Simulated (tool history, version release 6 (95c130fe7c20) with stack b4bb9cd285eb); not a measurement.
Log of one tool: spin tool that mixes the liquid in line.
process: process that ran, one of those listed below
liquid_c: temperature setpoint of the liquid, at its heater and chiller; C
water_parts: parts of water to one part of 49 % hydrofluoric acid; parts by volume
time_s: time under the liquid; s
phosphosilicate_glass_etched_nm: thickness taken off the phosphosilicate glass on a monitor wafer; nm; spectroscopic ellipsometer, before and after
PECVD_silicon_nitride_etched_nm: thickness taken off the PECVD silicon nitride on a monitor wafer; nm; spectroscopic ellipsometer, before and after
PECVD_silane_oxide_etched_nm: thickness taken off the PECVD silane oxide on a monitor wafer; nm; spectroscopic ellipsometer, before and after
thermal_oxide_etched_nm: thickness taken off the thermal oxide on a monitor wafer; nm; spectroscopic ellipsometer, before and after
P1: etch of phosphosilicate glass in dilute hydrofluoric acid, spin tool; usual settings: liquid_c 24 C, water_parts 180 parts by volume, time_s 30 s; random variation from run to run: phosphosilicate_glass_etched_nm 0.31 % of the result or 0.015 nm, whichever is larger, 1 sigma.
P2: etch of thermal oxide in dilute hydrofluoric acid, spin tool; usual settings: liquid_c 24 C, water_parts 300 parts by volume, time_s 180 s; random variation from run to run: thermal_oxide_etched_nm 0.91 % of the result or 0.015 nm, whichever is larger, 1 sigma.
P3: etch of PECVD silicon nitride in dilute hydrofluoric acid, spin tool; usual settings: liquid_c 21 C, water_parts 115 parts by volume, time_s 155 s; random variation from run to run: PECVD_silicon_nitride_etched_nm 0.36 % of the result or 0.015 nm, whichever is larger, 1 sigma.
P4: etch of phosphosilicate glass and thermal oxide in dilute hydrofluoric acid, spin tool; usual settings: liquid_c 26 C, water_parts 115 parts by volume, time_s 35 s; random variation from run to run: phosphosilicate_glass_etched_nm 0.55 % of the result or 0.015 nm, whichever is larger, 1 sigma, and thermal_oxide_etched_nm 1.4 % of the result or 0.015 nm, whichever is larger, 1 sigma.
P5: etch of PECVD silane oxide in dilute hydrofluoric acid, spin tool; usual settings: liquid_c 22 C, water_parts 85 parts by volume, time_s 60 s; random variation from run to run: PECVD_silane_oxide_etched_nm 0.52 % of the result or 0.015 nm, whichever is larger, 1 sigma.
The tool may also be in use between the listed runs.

run,hour,process,liquid_c,water_parts,time_s,phosphosilicate_glass_etched_nm,PECVD_silicon_nitride_etched_nm,PECVD_silane_oxide_etched_nm,thermal_oxide_etched_nm
1,6.4,P1,24,180,30,9.7052,,,
2,16.9,P3,21,115,20,,0.80305,,
3,26.9,P5,26.5,85,60,,,24.412,
4,33.1,P5,22,85,60,,,20.426,
5,43.2,P3,26,115,155,,8.6786,,
6,49.2,P1,30.5,275,30,7.1394,,,
7,54.6,P1,24,180,30,9.6681,,,
8,61.4,P1,24,255,30,6.317,,,
9,68.4,P1,24,180,30,9.68,,,
10,75.7,P4,33,115,35,36.934,,,2.0335
11,82.4,P2,24,300,180,,,,2.299
12,91.2,P1,31.5,180,30,12.694,,,
13,95.9,P1,24,180,30,9.6412,,,
# hour 99: hydrofluoric acid flow meter replaced
14,105.9,P3,21,115,155,,6.305,,
# hour 114.4: thermometer replaced
15,116,P1,24,180,15,4.8743,,,
16,123.8,P5,22,145,60,,,11.151,
17,128.8,P2,17,300,180,,,,1.7822
18,138.4,P5,22,85,100,,,34.268,
19,143.9,P4,26,115,35,28.247,,,1.5856
20,152.7,P3,21,45,155,,15.584,,
21,163.4,P1,24,80,30,24.37,,,
22,173.2,P2,24,300,180,,,,2.3271
23,181.5,P4,26,205,35,14.255,,,0.78026
24,189.1,P5,22,85,60,,,20.554,
25,196,P4,26,115,55,44.832,,,2.4081
26,201.2,P1,17,180,30,7.355,,,
27,208.5,P1,24,180,60,19.35,,,
28,214.8,P2,24,490,180,,,,1.1601
29,222.2,P2,24,300,95,,,,1.1888
30,230.5,P1,24,180,30,9.6486,,,
31,238.9,P3,21,115,155,,6.2221,,
32,246,P1,24,180,30,9.6741,,,
33,251.8,P1,24,180,30,9.5375,,,
34,260.9,P1,24,180,30,9.3032,,,
35,267,P1,24,180,30,9.1613,,,
36,277.5,P1,24,180,30,9.0455,,,
37,285.5,P1,24,180,30,9.0354,,,
38,292.1,P1,24,180,30,9.0217,,,
39,297.8,P1,24,180,30,9.0282,,,
40,304.6,P1,24,180,30,9.0083,,,
41,309.7,P1,24,180,30,8.9769,,,

What P1 gives has crept away from where it was. These 2 causes fit the log equally well, each at the size given:
A: hydrofluoric acid flow below the setpoint (%) = 5.82
B: liquid colder than its thermometer reads (K) = 1.91
The creep began at about hour 246.

4 check runs are offered, one wafer each, their results left as question marks. Which one tells the causes apart?
check 1,314.8,P5,22,140,60,,,?,
check 2,314.8,P2,20,390,180,,,,?
check 3,314.8,P3,21,55,155,,?,,
check 4,314.8,P4,26,200,45,?,,,?

What each check would give under each cause:
check,result,if A,if B
check 1,PECVD_silane_oxide_etched_nm,10.887,10.819
check 2,thermal_oxide_etched_nm,1.3007,1.3169
check 3,PECVD_silicon_nitride_etched_nm,12.142,11.278
check 4,phosphosilicate_glass_etched_nm,17.625,17.696
check 4,thermal_oxide_etched_nm,0.95334,0.95715
How far apart the two closest causes lie, in the result that separates them most: check 1 0.62 %; check 2 1.24 %; check 3 7.39 %; check 4 0.4 %
Check 3 tells the causes apart: in the others they would give nearly the same result.

Check 3 was then run and gave: PECVD_silicon_nitride_etched_nm 11.265 nm. Which cause is it?

It is B: liquid colder than its thermometer reads (K).
